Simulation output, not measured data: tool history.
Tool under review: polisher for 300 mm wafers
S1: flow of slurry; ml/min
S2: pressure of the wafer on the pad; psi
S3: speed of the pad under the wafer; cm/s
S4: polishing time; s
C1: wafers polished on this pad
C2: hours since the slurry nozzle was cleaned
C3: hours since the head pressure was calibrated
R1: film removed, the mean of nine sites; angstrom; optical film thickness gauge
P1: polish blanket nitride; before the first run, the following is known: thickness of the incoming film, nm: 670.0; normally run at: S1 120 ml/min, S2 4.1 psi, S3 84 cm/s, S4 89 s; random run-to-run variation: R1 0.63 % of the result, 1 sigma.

run 1 hour=6.8 | S1=120 S2=4.1 S3=84 S4=89 | C1=444 C2=83.5 C3=229.9 | R1=1773.30
run 2 hour=12.8 | S1=120 S2=4.1 S3=126 S4=89 | C1=511 C2=89.5 C3=235.9 | R1=2445.70
run 3 hour=18.6 | S1=120 S2=1.9 S3=84 S4=89 | C1=576 C2=95.3 C3=241.7 | R1=832.81
run 4 hour=24.7 | S1=155 S2=5.9 S3=84 S4=89 | C1=644 C2=101.4 C3=247.8 | R1=2696.50
run 5 hour=32.1 | S1=120 S2=4.1 S3=84 S4=89 | C1=727 C2=108.8 C3=255.2 | R1=1774.80
run 6 hour=41.8 | S1=70 S2=4.1 S3=84 S4=89 | C1=835 C2=118.5 C3=264.9 | R1=1551.70
run 7 hour=48.4 | S1=120 S2=6.1 S3=84 S4=44 | C1=909 C2=125.1 C3=271.5 | R1=1308.00
run 8 hour=57.6 | S1=175 S2=4.1 S3=84 S4=89 | C1=1011 C2=134.3 C3=280.7 | R1=1897.00
run 9 hour=64.8 | S1=120 S2=4.1 S3=84 S4=89 | C1=1092 C2=141.5 C3=287.9 | R1=1797.40
run 10 hour=72.0 | S1=120 S2=4.1 S3=50 S4=89 | C1=1172 C2=148.7 C3=295.1 | R1=1172.90
run 11 hour=78.4 | S1=120 S2=5.8 S3=84 S4=89 | C1=1243 C2=155.1 C3=301.5 | R1=2513.70
run 12 hour=83.3 | S1=120 S2=4.1 S3=84 S4=89 | C1=1298 C2=160.0 C3=306.4 | R1=1793.60
run 13 hour=89.4 | S1=120 S2=4.1 S3=84 S4=128 | C1=1366 C2=166.1 C3=312.5 | R1=2574.90
run 14 hour=96.7 | S1=120 S2=4.1 S3=84 S4=66 | C1=1448 C2=173.4 C3=319.8 | R1=1332.20
run 15 hour=102.4 | S1=120 S2=4.1 S3=84 S4=89 | C1=1511 C2=179.1 C3=325.5 | R1=1783.50
run 16 hour=112.4 | S1=120 S2=4.1 S3=84 S4=89 | C1=1623 C2=189.1 C3=335.5 | R1=1725.60
run 17 hour=117.0 | S1=120 S2=4.1 S3=84 S4=89 | C1=1674 C2=193.7 C3=340.1 | R1=1698.30
run 18 hour=121.6 | S1=120 S2=4.1 S3=84 S4=89 | C1=1725 C2=198.3 C3=344.7 | R1=1680.90
-- hour=122.9 worn pad replaced by a new one
run 19 hour=128.0 | S1=120 S2=4.1 S3=84 S4=89 | C1=57 C2=204.7 C3=351.1 | R1=1651.80
run 20 hour=133.0 | S1=120 S2=4.1 S3=84 S4=89 | C1=113 C2=209.7 C3=356.1 | R1=1645.40
run 21 hour=141.0 | S1=120 S2=4.1 S3=84 S4=89 | C1=202 C2=217.7 C3=364.1 | R1=1647.70
run 22 hour=150.1 | S1=120 S2=4.1 S3=84 S4=89 | C1=304 C2=226.8 C3=373.2 | R1=1618.20

The output of P1 has drifted from where it used to be. Each of the 2 causes below, taken at the size shown beside it, accounts for the log equally well:
A: slurry flow missing at the pad, % = 28.3
B: head's pressure below its setpoint, % = 7.88
The gradual shift began around hour 102.4.
Why every other cause is out:
removal rate lost through wear of the pad, %: work on it at hour 122.9, done after the drift set in, did not restore what the process gave before

Of the 4 check runs listed below, each run on one wafer and each result written as a question mark, which would let you distinguish the listed causes because they would give clearly different results?
run check 1 hour=159.2 | S1=70 S2=4.1 S3=84 S4=89 | R1=?
run check 2 hour=159.2 | S1=120 S2=3.3 S3=54 S4=89 | R1=?
run check 3 hour=159.2 | S1=120 S2=5.1 S3=106 S4=89 | R1=?
run check 4 hour=159.2 | S1=120 S2=4.1 S3=120 S4=89 | R1=?

How each check would come out, cause by cause:
check=check_1 result=R1 if_A=1353.80 if_B=1418.90
check=check_2 result=R1 if_A=928.22 if_B=928.13
check=check_3 result=R1 if_A=2460.60 if_B=2460.40
check=check_4 result=R1 if_A=2184.50 if_B=2184.30
Minimum pairwise separation of causes per check, each pair taken at its best-separating result: check 1 4.7 %; check 2 0.01 %; check 3 0.01 %; check 4 0.01 %
Of the check runs offered, only check 1 discriminates between the causes; the rest would read about the same regardless of which cause applies.

Check 1 has now been run. It gave: R1 1351.10 angstrom. Which of the candidate causes is it?

It is A: slurry flow missing at the pad, %.
